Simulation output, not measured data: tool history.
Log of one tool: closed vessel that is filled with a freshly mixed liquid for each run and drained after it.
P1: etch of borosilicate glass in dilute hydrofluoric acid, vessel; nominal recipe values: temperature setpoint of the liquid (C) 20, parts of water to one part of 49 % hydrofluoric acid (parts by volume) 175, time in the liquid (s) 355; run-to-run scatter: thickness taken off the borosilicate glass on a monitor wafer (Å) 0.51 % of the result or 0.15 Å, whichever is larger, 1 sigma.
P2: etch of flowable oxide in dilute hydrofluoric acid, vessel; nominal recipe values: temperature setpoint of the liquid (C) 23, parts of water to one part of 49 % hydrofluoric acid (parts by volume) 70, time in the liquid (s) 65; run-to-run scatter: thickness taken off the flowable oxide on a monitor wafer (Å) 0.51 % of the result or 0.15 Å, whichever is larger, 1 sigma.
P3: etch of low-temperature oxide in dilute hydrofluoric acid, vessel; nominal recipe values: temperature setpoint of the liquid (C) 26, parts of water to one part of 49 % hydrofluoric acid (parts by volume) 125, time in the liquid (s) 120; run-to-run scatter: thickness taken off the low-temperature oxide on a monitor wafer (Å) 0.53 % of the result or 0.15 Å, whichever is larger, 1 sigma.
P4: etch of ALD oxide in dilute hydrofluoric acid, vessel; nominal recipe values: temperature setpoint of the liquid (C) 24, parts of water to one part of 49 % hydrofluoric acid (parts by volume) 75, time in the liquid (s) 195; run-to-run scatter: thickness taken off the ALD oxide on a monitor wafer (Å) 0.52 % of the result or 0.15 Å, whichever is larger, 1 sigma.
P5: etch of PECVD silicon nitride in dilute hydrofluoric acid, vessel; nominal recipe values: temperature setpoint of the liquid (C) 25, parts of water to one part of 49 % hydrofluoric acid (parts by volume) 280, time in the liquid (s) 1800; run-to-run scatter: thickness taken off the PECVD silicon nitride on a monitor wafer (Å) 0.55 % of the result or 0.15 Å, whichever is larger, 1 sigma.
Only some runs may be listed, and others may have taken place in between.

run	hour	process that ran	temperature setpoint of the liquid (C)	parts of water to one part of 49 % hydrofluoric acid (parts by volume)	time in the liquid (s)	hours since the thermometer was replaced	hours since the hydrofluoric acid flow meter was replaced	thickness taken off the borosilicate glass on a monitor wafer (Å)	thickness taken off the low-temperature oxide on a monitor wafer (Å)	thickness taken off the flowable oxide on a monitor wafer (Å)	thickness taken off the ALD oxide on a monitor wafer (Å)	thickness taken off the PECVD silicon nitride on a monitor wafer (Å)
1	3.5	P1	20	175	355	1908.9	1374.9	548.66				
2	5.7	P1	24.5	175	355	1911.1	1377.1	648.62				
3	8.2	P1	20	175	100	1913.6	1379.6	155.79				
4	12.1	P3	19.5	125	120	1917.5	1383.5		147.95			
5	16.2	P3	26	30	120	1921.6	1387.6		904.21			
6	18.3	P2	23	70	30	1923.7	1389.7			109.79		
7	21.7	P1	17	175	355	1927.1	1393.1	485.68				
8	25.8	P1	20	65	200	1931.2	1397.2	936.43				
9	30.1	P4	24	75	195	1935.5	1401.5				408.93	
10	33.8	P1	20	270	355	1939.2	1405.2	326.85				
11	36.6	P1	20	175	355	1942	1408	549.99				
12	41.1	P4	24	75	110	1946.5	1412.5				229.44	
13	45	P1	20	175	635	1950.4	1416.4	981.44				
14	48.6	P5	18.5	280	1800	1954	1420					115.07
15	53	P3	26	125	120	1958.4	1424.4		189.77			
16	55.7	P4	24	130	195	1961.1	1427.1				217.41	
17	58.2	P5	25	280	1800	1963.6	1429.6					174.2
18	61.6	P3	26	125	50	1967	1433		79.932			
19	65.4	P1	17	300	355	1970.8	1436.8	257.47				
20	68.7	P2	23	35	65	1974.1	1440.1			493.1		
21	71.5	P1	20	175	355	1976.9	1442.9	547.9				
22	74.1	P2	23	70	65	1979.5	1445.5			235.92		
23	77.3	P5	25	85	1800	1982.7	1448.7					568.13
24	81.7	P1	20	175	355	1987.1	1453.1	549.95				
25	85.9	P1	20	85	355	1991.3	1457.3	1264.8				
26	88.7	P3	26	125	120	1994.1	1460.1		192.96			
27	92.2	P1	20	175	355	1997.6	1463.6	551.02				
28	95.4	P5	25	280	270	2000.8	1466.8					26.021
29	99.5	P2	17	70	65	2004.9	1470.9			184.46		
30	103	P4	19.5	75	195	2008.4	1474.4				337.33	
31	105.4	P1	20	175	355	2010.8	1476.8	550.29				
32	108	P1	20	175	355	2013.4	1479.4	535.13				
33	112.4	P1	20	175	355	2017.8	1483.8	514.66				
34	116.2	P1	20	175	355	2021.6	1487.6	513.07				
35	119.8	P1	20	175	355	2025.2	1491.2	506.95				
36	122.3	P1	20	175	355	2027.7	1493.7	505.42				
37	125.4	P1	20	175	355	2030.8	1496.8	502.4				
38	129.2	P1	20	175	355	2034.6	1500.6	497.96				
39	133.5	P1	20	175	355	2038.9	1504.9	497.86				
40	136.4	P1	20	175	355	2041.8	1507.8	497.11				
41	139.2	P1	20	175	355	2044.6	1510.6	498.87				

What P1 gives has crept off from where it sat before. The 2 causes that follow fit the log equally well, each at the size noted:
A: hydrofluoric acid flow below the setpoint (%) = 7.88
B: liquid colder than its thermometer reads (K) = 2.45
The process output started creeping at around hour 105.4.

4 check runs are offered, one wafer each, their results left as question marks. Which one tells the causes apart?
check 1	142	P3	26	125	120				?			
check 2	142	P2	23	70	65					?		
check 3	142	P4	24	75	195						?	
check 4	142	P5	25	280	1800							?

Check results expected under each cause:
check	result	if A	if B
check 1	thickness taken off the low-temperature oxide on a monitor wafer (Å)	174.48	174.58
check 2	thickness taken off the flowable oxide on a monitor wafer (Å)	216	213.52
check 3	thickness taken off the ALD oxide on a monitor wafer (Å)	370.67	367.11
check 4	thickness taken off the PECVD silicon nitride on a monitor wafer (Å)	159.2	148.58
Per-check spread between the two closest causes, in the result where they differ most: check 1 0.06 %; check 2 1.15 %; check 3 0.96 %; check 4 6.91 %
Check 4 is the one run that separates the causes; every other check would come out nearly the same whichever cause is at work.

Check 4 was carried out, with these results: thickness taken off the PECVD silicon nitride on a monitor wafer (Å) 147.54. Which of the listed causes is responsible?

The correct cause is B, namely: liquid colder than its thermometer reads (K).
